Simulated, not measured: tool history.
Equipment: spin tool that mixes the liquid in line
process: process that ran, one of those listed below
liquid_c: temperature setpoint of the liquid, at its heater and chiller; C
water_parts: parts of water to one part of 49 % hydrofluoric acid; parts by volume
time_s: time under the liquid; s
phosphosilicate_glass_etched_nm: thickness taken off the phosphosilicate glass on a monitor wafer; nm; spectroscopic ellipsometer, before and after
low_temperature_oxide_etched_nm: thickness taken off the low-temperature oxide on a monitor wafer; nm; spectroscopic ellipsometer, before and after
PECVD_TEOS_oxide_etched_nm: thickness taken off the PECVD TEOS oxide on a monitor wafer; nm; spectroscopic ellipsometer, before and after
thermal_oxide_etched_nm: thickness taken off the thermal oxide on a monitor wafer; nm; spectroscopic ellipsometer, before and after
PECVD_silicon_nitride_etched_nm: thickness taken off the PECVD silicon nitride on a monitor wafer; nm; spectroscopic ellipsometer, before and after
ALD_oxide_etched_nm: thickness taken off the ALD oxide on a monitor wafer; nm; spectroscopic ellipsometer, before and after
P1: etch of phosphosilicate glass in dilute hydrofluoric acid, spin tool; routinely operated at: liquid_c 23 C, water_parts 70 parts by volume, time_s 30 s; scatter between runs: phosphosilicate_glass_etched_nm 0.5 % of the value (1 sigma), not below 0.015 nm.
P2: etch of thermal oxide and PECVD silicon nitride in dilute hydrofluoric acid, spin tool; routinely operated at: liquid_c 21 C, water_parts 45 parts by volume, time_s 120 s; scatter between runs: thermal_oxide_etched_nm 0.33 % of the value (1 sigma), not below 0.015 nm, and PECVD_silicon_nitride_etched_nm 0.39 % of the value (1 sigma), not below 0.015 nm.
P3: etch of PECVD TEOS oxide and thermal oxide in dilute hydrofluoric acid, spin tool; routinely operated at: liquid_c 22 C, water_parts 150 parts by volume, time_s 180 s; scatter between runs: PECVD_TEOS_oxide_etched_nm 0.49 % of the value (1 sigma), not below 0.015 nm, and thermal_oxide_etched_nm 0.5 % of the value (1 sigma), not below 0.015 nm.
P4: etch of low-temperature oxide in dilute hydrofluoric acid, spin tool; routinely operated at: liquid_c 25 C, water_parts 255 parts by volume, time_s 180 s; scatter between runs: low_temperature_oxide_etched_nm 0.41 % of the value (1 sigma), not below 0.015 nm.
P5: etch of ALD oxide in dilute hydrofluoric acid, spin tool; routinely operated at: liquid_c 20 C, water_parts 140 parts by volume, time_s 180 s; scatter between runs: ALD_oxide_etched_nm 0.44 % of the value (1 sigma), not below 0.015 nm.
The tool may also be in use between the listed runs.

run	day	process	liquid_c	water_parts	time_s	phosphosilicate_glass_etched_nm	low_temperature_oxide_etched_nm	PECVD_TEOS_oxide_etched_nm	thermal_oxide_etched_nm	PECVD_silicon_nitride_etched_nm	ALD_oxide_etched_nm
1	0.112	P1	23	70	30	52.747					
2	0.267	P4	25	255	180		17.226				
3	0.379	P1	23	120	30	29.177					
4	0.462	P1	28	70	30	65.431					
5	0.583	P1	23	40	30	96.221					
6	0.658	P1	23	20	15	99.672					
7	0.804	P1	23	70	30	53.611					
8	0.938	P3	17	150	180			10.094	4.0303		
9	1.067	P1	23	70	60	106.730					
10	1.179	P2	21	45	120				12.0170	6.1583	
11	1.338	P2	21	45	120				11.9940	6.1181	
12	1.504	P4	25	100	180		52.796				
13	1.579	P5	20	140	180						15.331
14	1.754	P3	22	150	275			18.890	7.4666		
15	1.879	P1	17	70	30	41.533					
16	2.008	P5	20	140	180						15.237
17	2.158	P2	17	45	120				10.0600	4.5884	
18	2.300	P3	22	30	180			71.567	28.2250		
19	2.383	P1	23	70	15	26.862					
20	2.479	P4	25	255	180		17.272				
21	2.592	P3	22	150	180			12.221	4.8852		
22	2.750	P5	27	140	180						20.083
23	2.850	P5	20	85	180						26.761
24	2.979	P2	21	65	120				8.1594	4.2921	
25	3.125	P1	28	70	15	32.728					
26	3.275	P3	22	150	180			12.390	4.9061		
27	3.388	P1	23	70	30	53.693					
28	3.471	P1	23	70	30	53.588					
29	3.629	P4	25	255	60		5.791				
30	3.750	P4	21	255	180		14.976				
31	3.888	P2	21	45	65				6.4613	3.3296	
32	4.017	P5	20	140	310						26.328
33	4.100	P1	23	70	30	53.469					
34	4.225	P1	23	70	30	54.664					
35	4.325	P1	23	70	30	55.650					
36	4.496	P1	23	70	30	56.940					
37	4.654	P1	23	70	30	56.978					
38	4.788	P1	23	70	30	57.065					
39	4.892	P1	23	70	30	57.457					
40	5.042	P1	23	70	30	57.656					
41	5.162	P1	23	70	30	57.385					
42	5.325	P1	23	70	30	57.781					

The output of P1 has drifted from where it used to be. Each of the 2 causes below, taken at the size shown beside it, accounts for the log equally well:
A: hydrofluoric acid flow above the setpoint (%) = 6.76
B: liquid hotter than its thermometer reads (K) = 1.76
The process output started creeping at around day 4.100.

Of the 4 check runs listed below, each run on one wafer and each result written as a question mark, which would let you distinguish the listed causes because they would give clearly different results?
check 1	5.488	P2	17.0	45	120				?	?	
check 2	5.488	P4	25.0	115	180		?				
check 3	5.488	P5	26.5	140	180						?
check 4	5.488	P3	22.0	55	180			?	?		

Predicted outcomes, by check and by cause:
check	result	if A	if B
check 1	thermal_oxide_etched_nm	10.8040	10.8870
check 1	PECVD_silicon_nitride_etched_nm	4.9130	5.2233
check 2	low_temperature_oxide_etched_nm	48.235	47.916
check 3	ALD_oxide_etched_nm	21.256	21.027
check 4	PECVD_TEOS_oxide_etched_nm	40.311	40.434
check 4	thermal_oxide_etched_nm	15.9080	15.9570
Distance between the nearest two causes, measured in the result of the check that separates them most: check 1 6.12 %; check 2 0.66 %; check 3 1.08 %; check 4 0.31 %
Only in check 1 would the causes give clearly different results; in the remaining checks their results would be nearly the same.

Then check 1 was run and gave: thermal_oxide_etched_nm 10.8440 nm; PECVD_silicon_nitride_etched_nm 4.9224 nm. Which cause is it?

Of the candidate causes, it is A: hydrofluoric acid flow above the setpoint (%).
